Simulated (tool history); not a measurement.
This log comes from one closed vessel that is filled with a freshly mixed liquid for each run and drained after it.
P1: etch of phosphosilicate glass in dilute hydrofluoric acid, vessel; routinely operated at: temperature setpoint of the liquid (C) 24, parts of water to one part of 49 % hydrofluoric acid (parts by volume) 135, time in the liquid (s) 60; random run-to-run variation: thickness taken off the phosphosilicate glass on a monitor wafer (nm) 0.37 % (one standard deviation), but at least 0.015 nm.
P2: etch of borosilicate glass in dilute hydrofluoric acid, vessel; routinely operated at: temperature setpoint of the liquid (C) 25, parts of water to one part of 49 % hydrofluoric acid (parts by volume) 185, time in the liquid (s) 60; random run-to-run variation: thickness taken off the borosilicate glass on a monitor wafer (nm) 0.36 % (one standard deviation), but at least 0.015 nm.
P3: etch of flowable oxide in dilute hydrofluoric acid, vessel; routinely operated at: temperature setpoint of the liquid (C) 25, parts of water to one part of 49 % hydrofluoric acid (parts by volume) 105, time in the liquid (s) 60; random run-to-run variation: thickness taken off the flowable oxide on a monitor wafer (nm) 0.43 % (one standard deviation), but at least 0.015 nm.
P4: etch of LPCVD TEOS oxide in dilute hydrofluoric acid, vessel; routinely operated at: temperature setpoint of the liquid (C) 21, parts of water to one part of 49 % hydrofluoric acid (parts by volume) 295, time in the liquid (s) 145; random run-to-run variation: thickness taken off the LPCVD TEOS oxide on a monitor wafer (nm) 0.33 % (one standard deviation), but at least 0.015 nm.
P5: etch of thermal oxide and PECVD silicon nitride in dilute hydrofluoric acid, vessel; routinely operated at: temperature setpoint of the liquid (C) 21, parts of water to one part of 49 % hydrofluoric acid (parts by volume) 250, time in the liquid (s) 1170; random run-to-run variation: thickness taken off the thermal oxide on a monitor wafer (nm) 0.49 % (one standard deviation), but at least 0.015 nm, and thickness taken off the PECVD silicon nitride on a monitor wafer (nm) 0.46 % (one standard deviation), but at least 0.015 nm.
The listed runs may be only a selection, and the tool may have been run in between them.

| run | day | process that ran | temperature setpoint of the liquid (C) | parts of water to one part of 49 % hydrofluoric acid (parts by volume) | time in the liquid (s) | hours since the thermometer was replaced | hours since the hydrofluoric acid flow meter was replaced | thickness taken off the phosphosilicate glass on a monitor wafer (nm) | thickness taken off the flowable oxide on a monitor wafer (nm) | thickness taken off the borosilicate glass on a monitor wafer (nm) | thickness taken off the thermal oxide on a monitor wafer (nm) | thickness taken off the PECVD silicon nitride on a monitor wafer (nm) | thickness taken off the LPCVD TEOS oxide on a monitor wafer (nm) |
|---|---|---|---|---|---|---|---|---|---|---|---|---|---|
| 1 | 0.554 | P1 | 24 | 135 | 60 | 446.9 | 1538.5 | 31.669 |  |  |  |  |  |
| 2 | 0.912 | P3 | 25 | 145 | 60 | 455.5 | 1547.1 |  | 18.067 |  |  |  |  |
| 3 | 1.188 | P1 | 24 | 220 | 105 | 462.1 | 1553.7 | 31.171 |  |  |  |  |  |
| 4 | 1.458 | P1 | 29 | 135 | 60 | 468.6 | 1560.2 | 38.025 |  |  |  |  |  |
| 5 | 2.012 | P2 | 17.5 | 185 | 60 | 481.9 | 1573.5 |  |  | 5.722 |  |  |  |
| 6 | 2.496 | P5 | 21 | 250 | 1170 | 493.5 | 1585.1 |  |  |  | 17.146 | 22.127 |  |
| 7 | 3.029 | P2 | 25 | 290 | 60 | 506.3 | 1597.9 |  |  | 4.3663 |  |  |  |
| 8 | 3.446 | P4 | 21 | 295 | 30 | 516.3 | 1607.9 |  |  |  |  |  | 3.5039 |
| 9 | 3.883 | P1 | 24 | 135 | 60 | 526.8 | 1618.4 | 31.773 |  |  |  |  |  |
| 10 | 4.246 | P4 | 21 | 295 | 145 | 535.5 | 1627.1 |  |  |  |  |  | 17.051 |
| 11 | 4.692 | P1 | 24 | 210 | 60 | 546.2 | 1637.8 | 18.821 |  |  |  |  |  |
| 12 | 5.217 | P2 | 25 | 185 | 60 | 558.8 | 1650.4 |  |  | 7.6281 |  |  |  |
| 13 | 5.712 | P1 | 24 | 135 | 110 | 570.7 | 1662.3 | 58.276 |  |  |  |  |  |
| 14 | 6.171 | P1 | 24 | 20 | 60 | 581.7 | 1673.3 | 247.89 |  |  |  |  |  |
| 15 | 6.529 | P1 | 24 | 135 | 30 | 590.3 | 1681.9 | 15.772 |  |  |  |  |  |
| 16 | 6.854 | P3 | 25 | 105 | 60 | 598.1 | 1689.7 |  | 26.016 |  |  |  |  |
| 17 | 7.258 | P5 | 26 | 250 | 1170 | 607.8 | 1699.4 |  |  |  | 20.695 | 30.216 |  |
| 18 | 7.588 | P3 | 25 | 105 | 105 | 615.7 | 1707.3 |  | 45.943 |  |  |  |  |
| 19 | 8.112 | P1 | 24 | 135 | 60 | 628.3 | 1719.9 | 31.73 |  |  |  |  |  |
| 20 | 8.625 | P2 | 25 | 185 | 60 | 640.6 | 1732.2 |  |  | 7.672 |  |  |  |
| 21 | 9.083 | P4 | 21 | 115 | 145 | 651.6 | 1743.2 |  |  |  |  |  | 52.339 |
| 22 | 9.633 | P4 | 26.5 | 295 | 145 | 664.8 | 1756.4 |  |  |  |  |  | 20.546 |
| 23 | 10.029 | P1 | 24 | 135 | 60 | 674.3 | 1765.9 | 31.637 |  |  |  |  |  |
| 24 | 10.571 | P1 | 18.5 | 135 | 60 | 687.3 | 1778.9 | 25.34 |  |  |  |  |  |
| 25 | 10.967 | P1 | 24 | 135 | 60 | 696.8 | 1788.4 | 31.789 |  |  |  |  |  |
| 26 | 11.446 | P5 | 21 | 250 | 30 | 708.3 | 1799.9 |  |  |  | 0.44511 | 0.56648 |  |
| 27 | 11.912 | P5 | 21 | 345 | 1170 | 719.5 | 1811.1 |  |  |  | 11.434 | 16.267 |  |
| 28 | 12.471 | P2 | 25 | 185 | 100 | 732.9 | 1824.5 |  |  | 12.875 |  |  |  |
| 29 | 12.938 | P3 | 25 | 105 | 60 | 744.1 | 1835.7 |  | 26.422 |  |  |  |  |
| 30 | 13.346 | P3 | 30 | 105 | 60 | 753.9 | 1845.5 |  | 31.632 |  |  |  |  |
| 31 | 13.788 | P1 | 24 | 135 | 60 | 764.5 | 1856.1 | 31.894 |  |  |  |  |  |
| 32 | 14.312 | P1 | 24 | 135 | 60 | 777.1 | 1868.7 | 32.883 |  |  |  |  |  |
| 33 | 14.65 | P1 | 24 | 135 | 60 | 785.2 | 1876.8 | 33.557 |  |  |  |  |  |
| 34 | 14.954 | P1 | 24 | 135 | 60 | 792.5 | 1884.1 | 33.713 |  |  |  |  |  |
| 35 | 15.483 | P1 | 24 | 135 | 60 | 805.2 | 1896.8 | 34.192 |  |  |  |  |  |
| 36 | 15.975 | P1 | 24 | 135 | 60 | 817 | 1908.6 | 34.211 |  |  |  |  |  |
| 37 | 16.371 | P1 | 24 | 135 | 60 | 826.5 | 1918.1 | 34.584 |  |  |  |  |  |
| 38 | 16.717 | P1 | 24 | 135 | 60 | 834.8 | 1926.4 | 34.656 |  |  |  |  |  |
| 39 | 17.267 | P1 | 24 | 135 | 60 | 848 | 1939.6 | 34.68 |  |  |  |  |  |
| 40 | 17.804 | P1 | 24 | 135 | 60 | 860.9 | 1952.5 | 34.665 |  |  |  |  |  |

Compared with where it was, what P1 gives has crept away. Each cause listed below fits the log as well as the rest, at the size given for it:
A: hydrofluoric acid flow above the setpoint (%) = 8.27
B: liquid hotter than its thermometer reads (K) = 2.4
Onset of the creep was near day 13.788.

Question marks stand in for the results of the 4 check runs listed below, each run on one wafer. Under which run would the listed causes show clearly different results?
| check 1 | 18.342 | P5 | 25.5 | 250 | 1170 |  |  |  |  |  | ? | ? |  |
| check 2 | 18.342 | P4 | 21 | 175 | 145 |  |  |  |  |  |  |  | ? |
| check 3 | 18.342 | P3 | 29.5 | 105 | 60 |  |  |  | ? |  |  |  |  |
| check 4 | 18.342 | P2 | 22 | 185 | 60 |  |  |  |  | ? |  |  |  |

Expected result of each check under each candidate cause:
| check | result | if A | if B |
|---|---|---|---|
| check 1 | thickness taken off the thermal oxide on a monitor wafer (nm) | 22.453 | 22.083 |
| check 1 | thickness taken off the PECVD silicon nitride on a monitor wafer (nm) | 31.84 | 34.005 |
| check 2 | thickness taken off the LPCVD TEOS oxide on a monitor wafer (nm) | 35.363 | 35.31 |
| check 3 | thickness taken off the flowable oxide on a monitor wafer (nm) | 34.055 | 33.999 |
| check 4 | thickness taken off the borosilicate glass on a monitor wafer (nm) | 7.5385 | 7.5086 |
Gap, in per cent, between the two causes that each check separates least, read from the result that separates them most: check 1 6.58 %; check 2 0.15 %; check 3 0.16 %; check 4 0.4 %
Only check 1 tells the causes apart: in the others they would give nearly the same result.

Check 1 was then run and gave: thickness taken off the thermal oxide on a monitor wafer (nm) 22.313; thickness taken off the PECVD silicon nitride on a monitor wafer (nm) 31.71. Which cause is it?

A is the cause: hydrofluoric acid flow above the setpoint (%).
